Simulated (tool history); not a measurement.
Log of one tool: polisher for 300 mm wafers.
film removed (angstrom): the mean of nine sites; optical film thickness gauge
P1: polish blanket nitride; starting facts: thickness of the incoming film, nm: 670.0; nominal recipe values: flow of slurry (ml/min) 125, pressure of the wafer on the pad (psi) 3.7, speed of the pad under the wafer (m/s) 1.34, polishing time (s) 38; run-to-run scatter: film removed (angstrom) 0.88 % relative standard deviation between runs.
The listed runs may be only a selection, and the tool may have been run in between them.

run   hour  flow of slurry (ml/min)  pressure of the wafer on the pad (psi)  speed of the pad under the wafer (m/s)  polishing time (s)  wafers polished on this pad  hours since the slurry nozzle was cleaned  hours since the head pressure was calibrated  film removed (angstrom)
  1    8.5                      125                                     3.7                                    1.34                  38                          650                                       81.4                                         714.1                   767.36
  2   15.1                      125                                     3.7                                    1.34                  51                          713                                         88                                         720.7                   1028.4
  3   19.5                      125                                     3.7                                    1.34                  38                          755                                       92.4                                         725.1                   758.65
  4   25.7                       80                                     3.7                                    1.34                  38                          814                                       98.6                                         731.3                   686.72
  5   32.1                      125                                     1.7                                    1.34                  38                          875                                        105                                         737.7                   352.31
  6   36.7                      125                                     3.7                                    1.34                  38                          919                                      109.6                                         742.3                   775.31
  7   44.8                      195                                     3.7                                    1.34                  38                          996                                      117.7                                         750.4                   833.07
  8   51.1                      125                                     3.7                                     0.6                  38                         1056                                        124                                         756.7                   404.49
  9   58.2                      125                                     5.1                                    1.34                  58                         1123                                      131.1                                         763.8                   1634.4
 10   63.3                      125                                     3.7                                    1.34                  38                         1172                                      136.2                                         768.9                   764.75
 11   69.4                      125                                     3.7                                    1.34                  18                         1230                                      142.3                                           775                   363.04
 12   75.9                      125                                     2.5                                    1.34                  25                         1292                                      148.8                                         781.5                   340.02
 13   84.7                      125                                     3.7                                    1.34                  38                         1375                                      157.6                                         790.3                   768.05
 14   89.7                      125                                     3.7                                     2.1                  38                         1423                                      162.6                                         795.3                   1106.9
      93.3  -- head pressure recalibrated
 15   98.2                      125                                     5.4                                    1.34                  38                         1504                                      171.1                                           4.9                   1128.9
 16  105.5                      125                                     2.6                                    1.34                  52                         1573                                      178.4                                          12.2                   736.91
 17  111.2                      125                                     3.7                                    1.34                  38                         1628                                      184.1                                          17.9                   766.85
 18  115.8                      125                                     3.7                                    1.34                  38                         1671                                      188.7                                          22.5                   772.14
 19  121.3                      125                                     3.7                                    1.34                  38                         1724                                      194.2                                            28                   733.41
 20  127.8                      125                                     3.7                                    1.34                  38                         1786                                      200.7                                          34.5                    724.7
 21    137                      125                                     3.7                                    1.34                  38                         1873                                      209.9                                          43.7                   682.33
 22  143.8                      125                                     3.7                                    1.34                  38                         1938                                      216.7                                          50.5                    696.4
     147.1  -- worn pad replaced by a new one
 23  150.1                      125                                     3.7                                    1.34                  38                           29                                        223                                          56.8                   690.69
 24  157.4                      125                                     3.7                                    1.34                  38                           98                                      230.3                                          64.1                   679.35
 25  161.3                      125                                     3.7                                    1.34                  38                          135                                      234.2                                            68                   687.02

Compared with where it was, what P1 gives has crept away. Each cause listed below fits the log as well as the rest, at the size given for it:
A: slurry flow missing at the pad, % = 38.2
B: head's pressure below its setpoint, % = 11.6
The gradual shift began around hour 115.8.
Every other cause this tool's parts could produce, and why it does not fit the log:
removal rate lost through wear of the pad, %: serviced at hour 147.1, after the drift had started, without restoring the earlier output

Each of the check runs listed below is run on 5 wafers and reports their average, with the results left as question marks. Pick the one under which the possible causes would lead to clearly different results.
check 1  165.2                      175                                     3.7                                    1.96                  38                                                                                                                                              ?
check 2  165.2                      125                                     3.7                                    0.96                  38                                                                                                                                              ?
check 3  165.2                      125                                     1.7                                    0.76                  38                                                                                                                                              ?
check 4  165.2                      125                                     1.7                                    1.34                  21                                                                                                                                              ?

How each check would come out, cause by cause:
  check                   result    if A    if B
check 1  film removed (angstrom)  1007.6  976.08
check 2  film removed (angstrom)   519.3  519.51
check 3  film removed (angstrom)  197.93  198.01
check 4  film removed (angstrom)  172.17  172.25
Smallest distance between any two causes, each pair judged by its most separating result, in per cent: check 1 3.18 %; check 2 0.04 %; check 3 0.04 %; check 4 0.04 %
Of the check runs offered, only check 1 discriminates between the causes; the rest would read about the same regardless of which cause applies.

Check 1 has now been run. It gave: film removed (angstrom) 1011.3. Which of the candidate causes is it?

It was cause A: slurry flow missing at the pad, %.

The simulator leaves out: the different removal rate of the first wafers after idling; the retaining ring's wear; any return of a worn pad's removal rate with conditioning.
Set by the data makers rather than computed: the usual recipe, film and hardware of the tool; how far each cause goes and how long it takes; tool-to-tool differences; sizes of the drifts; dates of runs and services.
